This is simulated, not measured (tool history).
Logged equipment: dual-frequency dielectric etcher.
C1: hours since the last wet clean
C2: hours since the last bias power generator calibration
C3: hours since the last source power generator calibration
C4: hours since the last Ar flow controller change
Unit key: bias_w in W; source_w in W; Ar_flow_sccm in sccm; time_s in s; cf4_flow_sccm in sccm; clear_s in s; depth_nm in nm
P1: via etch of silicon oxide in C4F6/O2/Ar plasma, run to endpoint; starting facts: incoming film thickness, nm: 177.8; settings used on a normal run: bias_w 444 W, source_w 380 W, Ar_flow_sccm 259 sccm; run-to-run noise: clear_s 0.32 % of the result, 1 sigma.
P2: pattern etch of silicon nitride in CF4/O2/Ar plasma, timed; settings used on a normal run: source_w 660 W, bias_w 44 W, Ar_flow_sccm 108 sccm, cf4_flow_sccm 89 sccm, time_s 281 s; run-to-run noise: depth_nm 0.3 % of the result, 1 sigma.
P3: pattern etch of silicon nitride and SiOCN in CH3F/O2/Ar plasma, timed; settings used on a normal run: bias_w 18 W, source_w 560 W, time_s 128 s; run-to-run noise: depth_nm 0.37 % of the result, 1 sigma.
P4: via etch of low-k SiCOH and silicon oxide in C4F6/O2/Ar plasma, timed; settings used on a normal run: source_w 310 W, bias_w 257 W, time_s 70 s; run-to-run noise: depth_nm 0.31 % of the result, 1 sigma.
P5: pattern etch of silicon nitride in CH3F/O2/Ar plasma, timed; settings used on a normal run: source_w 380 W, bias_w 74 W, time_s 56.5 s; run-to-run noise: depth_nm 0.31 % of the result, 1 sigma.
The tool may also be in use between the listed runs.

{"run": 1, "hour": 8.8, "process": "P1", "bias_w": 444, "source_w": 380, "Ar_flow_sccm": 259, "C1": 313.8, "C2": 2738.1, "C3": 786.4, "C4": 553.6, "clear_s": 40.397}
{"run": 2, "hour": 22.0, "process": "P1", "bias_w": 444, "source_w": 460, "Ar_flow_sccm": 259, "C1": 327, "C2": 2751.3, "C3": 799.6, "C4": 566.8, "clear_s": 37.55}
{"run": 3, "hour": 39.2, "process": "P5", "bias_w": 54, "source_w": 380, "time_s": 56.5, "C1": 344.2, "C2": 2768.5, "C3": 816.8, "C4": 584, "depth_nm": 34.984}
{"run": 4, "hour": 54.8, "process": "P4", "bias_w": 257, "source_w": 310, "time_s": 70, "C1": 359.8, "C2": 2784.1, "C3": 832.4, "C4": 599.6, "depth_nm": 190.18}
{"run": 5, "hour": 64.3, "process": "P3", "bias_w": 18, "source_w": 560, "time_s": 128, "C1": 369.3, "C2": 2793.6, "C3": 841.9, "C4": 609.1, "depth_nm": 17.129}
{"run": 6, "hour": 77.0, "process": "P3", "bias_w": 18, "source_w": 790, "time_s": 128, "C1": 382, "C2": 2806.3, "C3": 854.6, "C4": 621.8, "depth_nm": 19.404}
{"run": 7, "hour": 86.4, "process": "P1", "bias_w": 291, "source_w": 380, "Ar_flow_sccm": 259, "C1": 391.4, "C2": 2815.7, "C3": 864, "C4": 631.2, "clear_s": 46.952}
{"run": 8, "hour": 96.8, "process": "P1", "bias_w": 444, "source_w": 380, "Ar_flow_sccm": 176, "C1": 401.8, "C2": 2826.1, "C3": 874.4, "C4": 641.6, "clear_s": 38.609}
{"run": 9, "hour": 110.1, "process": "P2", "bias_w": 44, "source_w": 660, "Ar_flow_sccm": 108, "time_s": 281, "cf4_flow_sccm": 89, "C1": 415.1, "C2": 2839.4, "C3": 887.7, "C4": 654.9, "depth_nm": 644.17}
{"run": 10, "hour": 120.1, "process": "P1", "bias_w": 444, "source_w": 380, "Ar_flow_sccm": 259, "C1": 425.1, "C2": 2849.4, "C3": 897.7, "C4": 664.9, "clear_s": 40.091}
{"run": 11, "hour": 129.1, "process": "P2", "bias_w": 44, "source_w": 660, "Ar_flow_sccm": 108, "time_s": 168.5, "cf4_flow_sccm": 89, "C1": 434.1, "C2": 2858.4, "C3": 906.7, "C4": 673.9, "depth_nm": 387.07}
{"run": 12, "hour": 143.2, "process": "P4", "bias_w": 331, "source_w": 310, "time_s": 70, "C1": 448.2, "C2": 2872.5, "C3": 920.8, "C4": 688, "depth_nm": 207.64}
{"run": 13, "hour": 155.2, "process": "P3", "bias_w": 21, "source_w": 560, "time_s": 128, "C1": 460.2, "C2": 2884.5, "C3": 932.8, "C4": 700, "depth_nm": 18.275}
{"run": 14, "hour": 169.1, "process": "P4", "bias_w": 257, "source_w": 310, "time_s": 43.5, "C1": 474.1, "C2": 2898.4, "C3": 946.7, "C4": 713.9, "depth_nm": 117.32}
{"run": 15, "hour": 185.4, "process": "P2", "bias_w": 44, "source_w": 900, "Ar_flow_sccm": 108, "time_s": 281, "cf4_flow_sccm": 89, "C1": 490.4, "C2": 2914.7, "C3": 963, "C4": 730.2, "depth_nm": 843.25}
{"run": 16, "hour": 200.1, "process": "P1", "bias_w": 444, "source_w": 380, "Ar_flow_sccm": 259, "C1": 505.1, "C2": 2929.4, "C3": 977.7, "C4": 744.9, "clear_s": 40.505}
{"run": 17, "hour": 208.2, "process": "P5", "bias_w": 74, "source_w": 380, "time_s": 80, "C1": 513.2, "C2": 2937.5, "C3": 985.8, "C4": 753, "depth_nm": 54.976}
{"run": 18, "hour": 223.0, "process": "P1", "bias_w": 444, "source_w": 380, "Ar_flow_sccm": 259, "C1": 528, "C2": 2952.3, "C3": 1000.6, "C4": 767.8, "clear_s": 40.309}
{"run": 19, "hour": 239.3, "process": "P1", "bias_w": 444, "source_w": 280, "Ar_flow_sccm": 157, "C1": 544.3, "C2": 2968.6, "C3": 1016.9, "C4": 784.1, "clear_s": 42.816}
{"run": 20, "hour": 247.3, "process": "P1", "bias_w": 444, "source_w": 380, "Ar_flow_sccm": 259, "C1": 552.3, "C2": 2976.6, "C3": 1024.9, "C4": 792.1, "clear_s": 40.327}
{"run": 21, "hour": 256.5, "process": "P5", "bias_w": 74, "source_w": 520, "time_s": 56.5, "C1": 561.5, "C2": 2985.8, "C3": 1034.1, "C4": 801.3, "depth_nm": 43.814}
{"run": 22, "hour": 268.5, "process": "P1", "bias_w": 444, "source_w": 380, "Ar_flow_sccm": 344, "C1": 573.5, "C2": 2997.8, "C3": 1046.1, "C4": 813.3, "clear_s": 41.735}
{"run": 23, "hour": 280.3, "process": "P2", "bias_w": 44, "source_w": 660, "Ar_flow_sccm": 79, "time_s": 281, "cf4_flow_sccm": 89, "C1": 585.3, "C2": 3009.6, "C3": 1057.9, "C4": 825.1, "depth_nm": 671.62}
{"run": 24, "hour": 288.1, "process": "P2", "bias_w": 44, "source_w": 660, "Ar_flow_sccm": 108, "time_s": 281, "cf4_flow_sccm": 115, "C1": 593.1, "C2": 3017.4, "C3": 1065.7, "C4": 832.9, "depth_nm": 669.7}
{"run": 25, "hour": 297.2, "process": "P5", "bias_w": 74, "source_w": 380, "time_s": 56.5, "C1": 602.2, "C2": 3026.5, "C3": 1074.8, "C4": 842, "depth_nm": 38.911}
{"run": 26, "hour": 311.0, "process": "P4", "bias_w": 257, "source_w": 370, "time_s": 70, "C1": 616, "C2": 3040.3, "C3": 1088.6, "C4": 855.8, "depth_nm": 203.57}
{"run": 27, "hour": 320.9, "process": "P2", "bias_w": 32, "source_w": 660, "Ar_flow_sccm": 108, "time_s": 281, "cf4_flow_sccm": 89, "C1": 625.9, "C2": 3050.2, "C3": 1098.5, "C4": 865.7, "depth_nm": 577.35}
{"run": 28, "hour": 330.0, "process": "P1", "bias_w": 596, "source_w": 380, "Ar_flow_sccm": 259, "C1": 635, "C2": 3059.3, "C3": 1107.6, "C4": 874.8, "clear_s": 35.954}
{"run": 29, "hour": 346.1, "process": "P1", "bias_w": 444, "source_w": 270, "Ar_flow_sccm": 259, "C1": 651.1, "C2": 3075.4, "C3": 1123.7, "C4": 890.9, "clear_s": 45.787}
{"run": 30, "hour": 362.9, "process": "P3", "bias_w": 18, "source_w": 560, "time_s": 72, "C1": 667.9, "C2": 3092.2, "C3": 1140.5, "C4": 907.7, "depth_nm": 9.6527}
{"run": 31, "hour": 378.9, "process": "P5", "bias_w": 74, "source_w": 380, "time_s": 56.5, "C1": 683.9, "C2": 3108.2, "C3": 1156.5, "C4": 923.7, "depth_nm": 38.744}
{"run": 32, "hour": 391.7, "process": "P1", "bias_w": 545, "source_w": 380, "Ar_flow_sccm": 325, "C1": 696.7, "C2": 3121, "C3": 1169.3, "C4": 936.5, "clear_s": 38.566}
{"run": 33, "hour": 405.0, "process": "P1", "bias_w": 444, "source_w": 380, "Ar_flow_sccm": 259, "C1": 710, "C2": 3134.3, "C3": 1182.6, "C4": 949.8, "clear_s": 40.132}
{"run": 34, "hour": 418.3, "process": "P1", "bias_w": 444, "source_w": 380, "Ar_flow_sccm": 259, "C1": 723.3, "C2": 3147.6, "C3": 1195.9, "C4": 963.1, "clear_s": 40.04}
{"run": 35, "hour": 432.4, "process": "P1", "bias_w": 444, "source_w": 380, "Ar_flow_sccm": 259, "C1": 737.4, "C2": 3161.7, "C3": 1210, "C4": 977.2, "clear_s": 40.101}
{"hour": 446.0, "done": "Ar flow controller replaced"}
{"run": 36, "hour": 446.3, "process": "P1", "bias_w": 444, "source_w": 380, "Ar_flow_sccm": 259, "C1": 751.3, "C2": 3175.6, "C3": 1223.9, "C4": 0.3, "clear_s": 39.846}
{"run": 37, "hour": 459.2, "process": "P1", "bias_w": 444, "source_w": 380, "Ar_flow_sccm": 259, "C1": 764.2, "C2": 3188.5, "C3": 1236.8, "C4": 13.2, "clear_s": 39.858}
{"run": 38, "hour": 467.2, "process": "P1", "bias_w": 444, "source_w": 380, "Ar_flow_sccm": 259, "C1": 772.2, "C2": 3196.5, "C3": 1244.8, "C4": 21.2, "clear_s": 39.754}
{"hour": 467.7, "done": "wet clean of the chamber"}
{"run": 39, "hour": 479.1, "process": "P1", "bias_w": 444, "source_w": 380, "Ar_flow_sccm": 259, "C1": 11.4, "C2": 3208.4, "C3": 1256.7, "C4": 33.1, "clear_s": 39.915}
{"run": 40, "hour": 490.2, "process": "P1", "bias_w": 444, "source_w": 380, "Ar_flow_sccm": 259, "C1": 22.5, "C2": 3219.5, "C3": 1267.8, "C4": 44.2, "clear_s": 39.941}

What P1 gives has crept off from where it sat before. The 2 causes that follow fit the log equally well, each at the size noted:
A: source power that arrives over what is set, % = 4.39
B: bias power that arrives over what is set, % = 4.4
Onset of the creep was near hour 405.
Each remaining cause and why it is not a fit:
chamber walls in a state that raises the etch rate, %: serviced after onset, at hour 467.7, with no recovery of the prior output
Ar flow that arrives under what is set, %: serviced after onset, at hour 446, with no recovery of the prior output

Below are 4 check runs, each on a single wafer, with their results shown as question marks. Which of them would tell the listed causes apart, meaning the causes would give clearly different results under it?
{"run": "check 1", "hour": 501.3, "process": "P5", "bias_w": 74, "source_w": 380, "time_s": 56.5, "depth_nm": "?"}
{"run": "check 2", "hour": 501.3, "process": "P3", "bias_w": 18, "source_w": 560, "time_s": 128, "depth_nm": "?"}
{"run": "check 3", "hour": 501.3, "process": "P4", "bias_w": 257, "source_w": 310, "time_s": 70, "depth_nm": "?"}
{"run": "check 4", "hour": 501.3, "process": "P2", "bias_w": 44, "source_w": 660, "Ar_flow_sccm": 108, "time_s": 281, "cf4_flow_sccm": 89, "depth_nm": "?"}

Check results expected under each cause:
check=check_1 result=depth_nm if_A=39.452 if_B=39.401
check=check_2 result=depth_nm if_A=17.442 if_B=17.486
check=check_3 result=depth_nm if_A=192.72 if_B=192.45
check=check_4 result=depth_nm if_A=668.76 if_B=654.39
Gap, in per cent, between the two causes that each check separates least, read from the result that separates them most: check 1 0.13 %; check 2 0.25 %; check 3 0.14 %; check 4 2.17 %
Only check 4 tells the causes apart: in the others they would give nearly the same result.

Running check 4 produced the following: depth_nm 656.09 nm. Which one of the listed causes fits?

Of the candidate causes, it is B: bias power that arrives over what is set, %.
